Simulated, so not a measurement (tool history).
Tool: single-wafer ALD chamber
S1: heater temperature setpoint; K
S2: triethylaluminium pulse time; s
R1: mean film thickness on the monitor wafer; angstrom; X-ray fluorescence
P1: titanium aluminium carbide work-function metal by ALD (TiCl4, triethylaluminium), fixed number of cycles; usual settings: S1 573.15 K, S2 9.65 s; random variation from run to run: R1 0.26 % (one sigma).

{"run": 1, "hour": 4.2, "S1": 573.15, "S2": 9.65, "R1": 19.931}
{"run": 2, "hour": 8.1, "S1": 573.15, "S2": 9.65, "R1": 19.931}
{"run": 3, "hour": 14.1, "S1": 573.15, "S2": 15.1, "R1": 20.632}
{"run": 4, "hour": 19.7, "S1": 573.15, "S2": 9.65, "R1": 19.9}
{"run": 5, "hour": 28.1, "S1": 548.15, "S2": 9.65, "R1": 17.78}
{"run": 6, "hour": 34.3, "S1": 588.15, "S2": 9.65, "R1": 21.18}
{"run": 7, "hour": 40.9, "S1": 584.15, "S2": 13.12, "R1": 21.576}
{"run": 8, "hour": 44.7, "S1": 573.15, "S2": 9.65, "R1": 19.964}
{"run": 9, "hour": 53.4, "S1": 573.15, "S2": 3.39, "R1": 14.291}
{"run": 10, "hour": 59.4, "S1": 573.15, "S2": 9.65, "R1": 19.877}
{"run": 11, "hour": 66.1, "S1": 590.15, "S2": 5.64, "R1": 19.103}
{"run": 12, "hour": 72.2, "S1": 573.15, "S2": 9.65, "R1": 20}

Forecast run 13:
{"run": 13, "hour": 77.6, "S1": 573.15, "S2": 9.65, "R1": "?"}

Run 13 gave R1 19.839 angstrom.
